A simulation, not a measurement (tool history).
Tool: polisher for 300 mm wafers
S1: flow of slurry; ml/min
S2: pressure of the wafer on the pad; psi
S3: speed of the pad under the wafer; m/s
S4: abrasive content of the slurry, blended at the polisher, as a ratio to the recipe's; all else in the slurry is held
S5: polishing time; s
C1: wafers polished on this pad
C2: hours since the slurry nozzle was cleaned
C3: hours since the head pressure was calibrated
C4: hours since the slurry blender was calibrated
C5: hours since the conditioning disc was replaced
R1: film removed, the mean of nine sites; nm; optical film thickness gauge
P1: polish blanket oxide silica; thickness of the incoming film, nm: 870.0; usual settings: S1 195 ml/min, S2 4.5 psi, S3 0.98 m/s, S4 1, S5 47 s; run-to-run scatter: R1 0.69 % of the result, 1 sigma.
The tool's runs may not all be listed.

| run | hour | S1 | S2 | S3 | S4 | S5 | C1 | C2 | C3 | C4 | C5 | R1 |
|---|---|---|---|---|---|---|---|---|---|---|---|---|
| 1 | 5 | 195 | 4.5 | 0.98 | 1 | 47 | 481 | 264.7 | 251.5 | 90.1 | 145.1 | 120.57 |
| 2 | 8.5 | 195 | 7 | 0.98 | 1 | 47 | 521 | 268.2 | 255 | 93.6 | 148.6 | 189.09 |
| 3 | 14.4 | 285 | 4.5 | 0.98 | 1.45 | 47 | 588 | 274.1 | 260.9 | 99.5 | 154.5 | 144.97 |
| 4 | 17.3 | 195 | 4.5 | 0.98 | 1 | 73 | 621 | 277 | 263.8 | 102.4 | 157.4 | 186.43 |
|  | 22.2 | head pressure recalibrated |
| 5 | 22.6 | 195 | 4.5 | 0.98 | 1 | 47 | 681 | 282.3 | 0.5 | 107.7 | 162.7 | 119.92 |
| 6 | 28.6 | 195 | 4.5 | 1.42 | 1 | 47 | 749 | 288.3 | 6.5 | 113.7 | 168.7 | 160.59 |
|  | 30.8 | slurry nozzle cleaned |
| 7 | 31.6 | 115 | 6.2 | 0.98 | 1 | 47 | 783 | 0.8 | 9.5 | 116.7 | 171.7 | 151.53 |
| 8 | 35.1 | 195 | 4.5 | 0.98 | 1 | 47 | 823 | 4.3 | 13 | 120.2 | 175.2 | 118.52 |
| 9 | 38.3 | 195 | 4.5 | 0.98 | 1.3 | 47 | 860 | 7.5 | 16.2 | 123.4 | 178.4 | 134.59 |
| 10 | 42.3 | 195 | 4.5 | 0.98 | 1 | 25 | 905 | 11.5 | 20.2 | 127.4 | 182.4 | 64.488 |
| 11 | 46 | 195 | 6.6 | 0.58 | 1 | 47 | 947 | 15.2 | 23.9 | 131.1 | 186.1 | 115.36 |
| 12 | 51.2 | 285 | 4.5 | 0.98 | 1 | 47 | 1006 | 20.4 | 29.1 | 136.3 | 191.3 | 125.53 |
| 13 | 55.1 | 195 | 4.5 | 0.98 | 0.7 | 47 | 1051 | 24.3 | 33 | 140.2 | 195.2 | 100.8 |
| 14 | 59 | 195 | 2 | 0.98 | 1 | 47 | 1095 | 28.2 | 36.9 | 144.1 | 199.1 | 53.971 |
| 15 | 63.1 | 195 | 4.5 | 0.98 | 1 | 47 | 1142 | 32.3 | 41 | 148.2 | 203.2 | 120.4 |
| 16 | 66.9 | 195 | 4.5 | 0.68 | 1 | 47 | 1185 | 36.1 | 44.8 | 152 | 207 | 90.528 |
| 17 | 72.7 | 195 | 4.5 | 0.98 | 1 | 47 | 1251 | 41.9 | 50.6 | 157.8 | 212.8 | 121.62 |

The next listed run, before its measurement:
| 18 | 78.7 | 195 | 4.5 | 0.98 | 1 | 47 | 1319 | 47.9 | 56.6 | 163.8 | 218.8 | ? |

{"run 18": {"R1": 120.01}}

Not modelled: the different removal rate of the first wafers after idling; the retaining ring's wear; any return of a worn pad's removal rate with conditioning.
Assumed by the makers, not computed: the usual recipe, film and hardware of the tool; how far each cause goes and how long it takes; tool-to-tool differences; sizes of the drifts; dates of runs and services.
